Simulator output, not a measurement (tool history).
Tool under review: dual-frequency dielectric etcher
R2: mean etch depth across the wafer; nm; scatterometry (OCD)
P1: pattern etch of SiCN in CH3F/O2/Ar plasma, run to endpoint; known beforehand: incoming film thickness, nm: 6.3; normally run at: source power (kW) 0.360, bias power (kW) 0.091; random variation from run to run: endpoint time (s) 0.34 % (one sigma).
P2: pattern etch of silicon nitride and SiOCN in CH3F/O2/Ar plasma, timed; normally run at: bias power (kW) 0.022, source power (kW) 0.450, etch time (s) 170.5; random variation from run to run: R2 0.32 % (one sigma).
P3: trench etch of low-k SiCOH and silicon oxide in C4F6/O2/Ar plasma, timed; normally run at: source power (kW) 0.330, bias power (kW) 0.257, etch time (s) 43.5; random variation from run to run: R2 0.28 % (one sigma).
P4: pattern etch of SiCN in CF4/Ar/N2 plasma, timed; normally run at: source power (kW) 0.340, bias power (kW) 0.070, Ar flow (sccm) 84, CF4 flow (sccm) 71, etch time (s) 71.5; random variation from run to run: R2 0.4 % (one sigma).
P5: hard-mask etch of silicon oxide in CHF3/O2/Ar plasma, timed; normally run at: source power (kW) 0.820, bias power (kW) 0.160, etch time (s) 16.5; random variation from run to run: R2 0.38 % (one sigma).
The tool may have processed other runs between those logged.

Run 1, hour 5.3: process that ran P1, source power (kW) 0.360, bias power (kW) 0.091. Result: endpoint time (s) 16.297.
Run 2, hour 10.2: process that ran P1, source power (kW) 0.250, bias power (kW) 0.059. Result: endpoint time (s) 21.891.
Run 3, hour 16.6: process that ran P2, source power (kW) 0.450, bias power (kW) 0.022, etch time (s) 227.0. Result: R2 32.371 nm.
Run 4, hour 22.1: process that ran P5, source power (kW) 0.820, bias power (kW) 0.160, etch time (s) 22.0. Result: R2 44.320 nm.
At hour 24.5: wet clean of the chamber.
Run 5, hour 25.8: process that ran P1, source power (kW) 0.360, bias power (kW) 0.056. Result: endpoint time (s) 19.371.
Run 6, hour 29.3: process that ran P3, source power (kW) 0.330, bias power (kW) 0.257, etch time (s) 43.5. Result: R2 147.560 nm.
Run 7, hour 33.8: process that ran P5, source power (kW) 0.650, bias power (kW) 0.160, etch time (s) 16.5. Result: R2 30.374 nm.
Run 8, hour 40.1: process that ran P3, source power (kW) 0.330, bias power (kW) 0.257, etch time (s) 43.5. Result: R2 147.900 nm.
Run 9, hour 43.8: process that ran P2, source power (kW) 0.450, bias power (kW) 0.014, etch time (s) 170.5. Result: R2 20.282 nm.
Run 10, hour 48.9: process that ran P5, source power (kW) 0.820, bias power (kW) 0.225, etch time (s) 16.5. Result: R2 37.233 nm.
Run 11, hour 55.9: process that ran P2, source power (kW) 0.450, bias power (kW) 0.022, etch time (s) 170.5. Result: R2 24.215 nm.
Run 12, hour 61.8: process that ran P1, source power (kW) 0.360, bias power (kW) 0.091. Result: endpoint time (s) 16.342.
Run 13, hour 65.7: process that ran P1, source power (kW) 0.360, bias power (kW) 0.091. Result: endpoint time (s) 16.204.
Run 14, hour 70.4: process that ran P4, source power (kW) 0.340, bias power (kW) 0.070, etch time (s) 71.5, Ar flow (sccm) 84, CF4 flow (sccm) 71. Result: R2 49.345 nm.
Run 15, hour 74.7: process that ran P1, source power (kW) 0.260, bias power (kW) 0.091. Result: endpoint time (s) 18.502.
Run 16, hour 81.6: process that ran P1, source power (kW) 0.360, bias power (kW) 0.091. Result: endpoint time (s) 16.276.
Run 17, hour 86.1: process that ran P1, source power (kW) 0.360, bias power (kW) 0.091. Result: endpoint time (s) 16.235.
Run 18, hour 92.9: process that ran P4, source power (kW) 0.460, bias power (kW) 0.070, etch time (s) 71.5, Ar flow (sccm) 84, CF4 flow (sccm) 71. Result: R2 64.183 nm.
Run 19, hour 97.6: process that ran P4, source power (kW) 0.340, bias power (kW) 0.070, etch time (s) 71.5, Ar flow (sccm) 84, CF4 flow (sccm) 71. Result: R2 49.481 nm.
Run 20, hour 101.5: process that ran P5, source power (kW) 0.820, bias power (kW) 0.160, etch time (s) 16.5. Result: R2 33.252 nm.
Run 21, hour 108.3: process that ran P4, source power (kW) 0.340, bias power (kW) 0.070, etch time (s) 88.0, Ar flow (sccm) 84, CF4 flow (sccm) 71. Result: R2 61.159 nm.
Run 22, hour 113.7: process that ran P4, source power (kW) 0.340, bias power (kW) 0.070, etch time (s) 71.5, Ar flow (sccm) 84, CF4 flow (sccm) 51. Result: R2 47.263 nm.
Run 23, hour 118.1: process that ran P4, source power (kW) 0.340, bias power (kW) 0.042, etch time (s) 71.5, Ar flow (sccm) 84, CF4 flow (sccm) 71. Result: R2 42.121 nm.
Run 24, hour 124.8: process that ran P3, source power (kW) 0.330, bias power (kW) 0.257, etch time (s) 24.0. Result: R2 81.504 nm.
Run 25, hour 129.7: process that ran P3, source power (kW) 0.330, bias power (kW) 0.355, etch time (s) 43.5. Result: R2 165.200 nm.
Run 26, hour 135.9: process that ran P1, source power (kW) 0.360, bias power (kW) 0.091. Result: endpoint time (s) 16.294.
Run 27, hour 140.7: process that ran P2, source power (kW) 0.310, bias power (kW) 0.022, etch time (s) 170.5. Result: R2 21.539 nm.
Run 28, hour 146.1: process that ran P3, source power (kW) 0.420, bias power (kW) 0.257, etch time (s) 43.5. Result: R2 162.570 nm.
Run 29, hour 151.5: process that ran P1, source power (kW) 0.430, bias power (kW) 0.091. Result: endpoint time (s) 15.251.
Run 30, hour 156.9: process that ran P1, source power (kW) 0.360, bias power (kW) 0.120. Result: endpoint time (s) 14.556.
Run 31, hour 161.6: process that ran P4, source power (kW) 0.340, bias power (kW) 0.070, etch time (s) 71.5, Ar flow (sccm) 52, CF4 flow (sccm) 71. Result: R2 52.559 nm.

Predict the results of run 32:
Run 32, hour 165.1: process that ran P2, source power (kW) 0.450, bias power (kW) 0.022, etch time (s) 170.5. Result: R2 ?.

R2: 24.311 nm
